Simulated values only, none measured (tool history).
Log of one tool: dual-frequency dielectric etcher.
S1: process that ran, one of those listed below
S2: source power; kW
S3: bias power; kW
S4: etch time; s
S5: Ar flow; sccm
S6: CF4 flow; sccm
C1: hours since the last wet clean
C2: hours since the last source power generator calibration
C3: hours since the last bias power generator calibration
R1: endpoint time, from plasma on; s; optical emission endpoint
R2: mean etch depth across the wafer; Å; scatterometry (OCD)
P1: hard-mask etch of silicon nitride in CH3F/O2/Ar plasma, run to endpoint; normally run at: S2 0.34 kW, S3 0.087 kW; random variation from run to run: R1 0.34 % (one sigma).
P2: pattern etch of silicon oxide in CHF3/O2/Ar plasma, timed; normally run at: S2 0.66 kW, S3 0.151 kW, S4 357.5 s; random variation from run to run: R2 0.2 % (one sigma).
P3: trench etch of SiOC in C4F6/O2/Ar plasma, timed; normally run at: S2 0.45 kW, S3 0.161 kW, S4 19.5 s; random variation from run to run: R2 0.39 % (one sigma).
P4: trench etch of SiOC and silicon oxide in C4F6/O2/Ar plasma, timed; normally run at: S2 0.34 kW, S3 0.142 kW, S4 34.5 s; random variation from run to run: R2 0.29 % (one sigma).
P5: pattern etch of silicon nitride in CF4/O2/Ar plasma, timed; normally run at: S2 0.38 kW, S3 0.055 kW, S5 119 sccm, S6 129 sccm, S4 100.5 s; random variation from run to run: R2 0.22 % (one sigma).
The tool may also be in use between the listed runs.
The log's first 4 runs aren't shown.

{"run": 5, "hour": 16.3, "S1": "P2", "S2": 0.42, "S3": 0.151, "S4": 357.5, "C1": 401.9, "C2": 526.8, "C3": 2132.4, "R2": 5695.5}
{"run": 6, "hour": 20.5, "S1": "P4", "S2": 0.23, "S3": 0.142, "S4": 34.5, "C1": 406.1, "C2": 531, "C3": 2136.6, "R2": 497.15}
{"run": 7, "hour": 24.4, "S1": "P1", "S2": 0.34, "S3": 0.062, "C1": 410, "C2": 534.9, "C3": 2140.5, "R1": 71.609}
{"run": 8, "hour": 26.4, "S1": "P2", "S2": 0.66, "S3": 0.151, "S4": 357.5, "C1": 412, "C2": 536.9, "C3": 2142.5, "R2": 6753.4}
{"run": 9, "hour": 30.4, "S1": "P4", "S2": 0.34, "S3": 0.142, "S4": 46, "C1": 416, "C2": 540.9, "C3": 2146.5, "R2": 781.85}
{"run": 10, "hour": 33.8, "S1": "P2", "S2": 0.66, "S3": 0.12, "S4": 357.5, "C1": 419.4, "C2": 544.3, "C3": 2149.9, "R2": 6293.8}
{"run": 11, "hour": 37.6, "S1": "P3", "S2": 0.45, "S3": 0.161, "S4": 14, "C1": 423.2, "C2": 548.1, "C3": 2153.7, "R2": 290.11}
{"run": 12, "hour": 40.6, "S1": "P3", "S2": 0.61, "S3": 0.161, "S4": 19.5, "C1": 426.2, "C2": 551.1, "C3": 2156.7, "R2": 449.52}
{"run": 13, "hour": 43.1, "S1": "P2", "S2": 0.66, "S3": 0.151, "S4": 199.5, "C1": 428.7, "C2": 553.6, "C3": 2159.2, "R2": 3770.6}
{"run": 14, "hour": 46.1, "S1": "P1", "S2": 0.34, "S3": 0.087, "C1": 431.7, "C2": 556.6, "C3": 2162.2, "R1": 63.708}
{"run": 15, "hour": 49.0, "S1": "P5", "S2": 0.38, "S3": 0.055, "S4": 132, "S5": 119, "S6": 129, "C1": 434.6, "C2": 559.5, "C3": 2165.1, "R2": 2067.5}
{"run": 16, "hour": 51.7, "S1": "P5", "S2": 0.38, "S3": 0.076, "S4": 100.5, "S5": 119, "S6": 129, "C1": 437.3, "C2": 562.2, "C3": 2167.8, "R2": 1785.9}
{"run": 17, "hour": 54.2, "S1": "P3", "S2": 0.45, "S3": 0.161, "S4": 19.5, "C1": 439.8, "C2": 564.7, "C3": 2170.3, "R2": 403.38}
{"run": 18, "hour": 57.9, "S1": "P5", "S2": 0.38, "S3": 0.055, "S4": 100.5, "S5": 119, "S6": 84, "C1": 443.5, "C2": 568.4, "C3": 2174, "R2": 1494.1}
{"run": 19, "hour": 60.0, "S1": "P1", "S2": 0.34, "S3": 0.109, "C1": 445.6, "C2": 570.5, "C3": 2176.1, "R1": 58.812}
{"run": 20, "hour": 62.2, "S1": "P5", "S2": 0.38, "S3": 0.055, "S4": 100.5, "S5": 80, "S6": 129, "C1": 447.8, "C2": 572.7, "C3": 2178.3, "R2": 1641.5}
{"run": 21, "hour": 65.5, "S1": "P1", "S2": 0.41, "S3": 0.103, "C1": 451.1, "C2": 576, "C3": 2181.6, "R1": 55.877}
{"run": 22, "hour": 69.6, "S1": "P2", "S2": 0.66, "S3": 0.151, "S4": 357.5, "C1": 455.2, "C2": 580.1, "C3": 2185.7, "R2": 6770.9}
{"hour": 72.5, "done": "bias power generator calibrated"}
{"run": 23, "hour": 73.2, "S1": "P1", "S2": 0.34, "S3": 0.087, "C1": 458.8, "C2": 583.7, "C3": 0.8, "R1": 63.555}
{"run": 24, "hour": 76.0, "S1": "P1", "S2": 0.34, "S3": 0.087, "C1": 461.6, "C2": 586.5, "C3": 3.6, "R1": 64.324}
{"run": 25, "hour": 78.9, "S1": "P4", "S2": 0.34, "S3": 0.093, "S4": 34.5, "C1": 464.5, "C2": 589.4, "C3": 6.5, "R2": 514}
{"run": 26, "hour": 81.7, "S1": "P5", "S2": 0.38, "S3": 0.055, "S4": 100.5, "S5": 119, "S6": 129, "C1": 467.3, "C2": 592.2, "C3": 9.3, "R2": 1573.3}
{"run": 27, "hour": 85.0, "S1": "P1", "S2": 0.34, "S3": 0.087, "C1": 470.6, "C2": 595.5, "C3": 12.6, "R1": 63.98}
{"run": 28, "hour": 87.5, "S1": "P4", "S2": 0.34, "S3": 0.142, "S4": 34.5, "C1": 473.1, "C2": 598, "C3": 15.1, "R2": 586.19}

Forecast run 29:
{"run": 29, "hour": 90.5, "S1": "P1", "S2": 0.47, "S3": 0.087, "C1": 476.1, "C2": 601, "C3": 18.1, "R1": "?"}

{"run 29": {"R1": 56.551}}
